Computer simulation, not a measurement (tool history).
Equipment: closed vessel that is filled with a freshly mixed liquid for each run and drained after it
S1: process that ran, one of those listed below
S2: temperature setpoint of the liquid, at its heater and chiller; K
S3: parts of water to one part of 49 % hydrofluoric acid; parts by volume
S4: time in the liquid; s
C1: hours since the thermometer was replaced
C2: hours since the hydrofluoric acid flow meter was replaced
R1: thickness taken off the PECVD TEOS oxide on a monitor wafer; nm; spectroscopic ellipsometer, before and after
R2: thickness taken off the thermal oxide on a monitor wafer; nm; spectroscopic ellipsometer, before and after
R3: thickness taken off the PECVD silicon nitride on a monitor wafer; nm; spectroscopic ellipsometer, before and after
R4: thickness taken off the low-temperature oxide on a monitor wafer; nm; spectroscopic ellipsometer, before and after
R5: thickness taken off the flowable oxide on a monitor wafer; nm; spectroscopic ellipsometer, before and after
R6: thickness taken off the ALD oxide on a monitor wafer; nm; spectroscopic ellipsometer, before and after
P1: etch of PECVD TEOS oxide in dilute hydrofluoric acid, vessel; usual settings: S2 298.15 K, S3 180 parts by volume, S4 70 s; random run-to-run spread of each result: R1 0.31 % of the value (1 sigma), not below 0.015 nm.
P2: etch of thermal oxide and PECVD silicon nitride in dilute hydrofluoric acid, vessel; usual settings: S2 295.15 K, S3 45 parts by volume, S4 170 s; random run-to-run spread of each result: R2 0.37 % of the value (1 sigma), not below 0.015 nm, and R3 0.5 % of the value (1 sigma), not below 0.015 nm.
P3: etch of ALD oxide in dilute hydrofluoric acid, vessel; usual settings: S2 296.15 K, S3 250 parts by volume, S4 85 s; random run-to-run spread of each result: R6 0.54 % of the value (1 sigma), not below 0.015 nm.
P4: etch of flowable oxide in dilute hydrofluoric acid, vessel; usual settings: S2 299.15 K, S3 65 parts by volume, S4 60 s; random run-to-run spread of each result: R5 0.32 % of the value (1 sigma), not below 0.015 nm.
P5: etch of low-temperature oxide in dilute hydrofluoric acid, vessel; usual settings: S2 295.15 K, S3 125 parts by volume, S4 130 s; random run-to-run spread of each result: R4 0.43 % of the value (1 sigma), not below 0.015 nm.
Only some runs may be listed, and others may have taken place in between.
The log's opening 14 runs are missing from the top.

| run | hour | S1 | S2 | S3 | S4 | C1 | C2 | R1 | R2 | R3 | R4 | R5 | R6 |
|---|---|---|---|---|---|---|---|---|---|---|---|---|---|
| 15 | 160.2 | P3 | 296.15 | 250 | 85 | 628.7 | 48.6 |  |  |  |  |  | 6.7691 |
| 16 | 167.4 | P1 | 298.15 | 180 | 30 | 635.9 | 55.8 | 3.3281 |  |  |  |  |  |
| 17 | 178.5 | P1 | 298.15 | 180 | 70 | 647.0 | 66.9 | 7.7736 |  |  |  |  |  |
| 18 | 187.4 | P3 | 296.15 | 85 | 85 | 655.9 | 75.8 |  |  |  |  |  | 23.7400 |
|  | 189.5 | thermometer replaced |
| 19 | 197.9 | P5 | 295.15 | 125 | 55 | 8.4 | 86.3 |  |  |  | 4.2199 |  |  |
| 20 | 206.2 | P2 | 295.15 | 45 | 170 | 16.7 | 94.6 |  | 17.340 | 18.949 |  |  |  |
| 21 | 217.7 | P4 | 299.15 | 105 | 60 | 28.2 | 106.1 |  |  |  |  | 15.066 |  |
| 22 | 229.3 | P1 | 298.15 | 180 | 70 | 39.8 | 117.7 | 7.7783 |  |  |  |  |  |
| 23 | 237.8 | P2 | 290.15 | 45 | 170 | 48.3 | 126.2 |  | 14.018 | 13.390 |  |  |  |

Run 24 is up next; what results do you expect?
| 24 | 248.2 | P1 | 298.15 | 260 | 70 | 58.7 | 136.6 | ? |  |  |  |  |  |

Run 24 produced R1 4.9517 nm.

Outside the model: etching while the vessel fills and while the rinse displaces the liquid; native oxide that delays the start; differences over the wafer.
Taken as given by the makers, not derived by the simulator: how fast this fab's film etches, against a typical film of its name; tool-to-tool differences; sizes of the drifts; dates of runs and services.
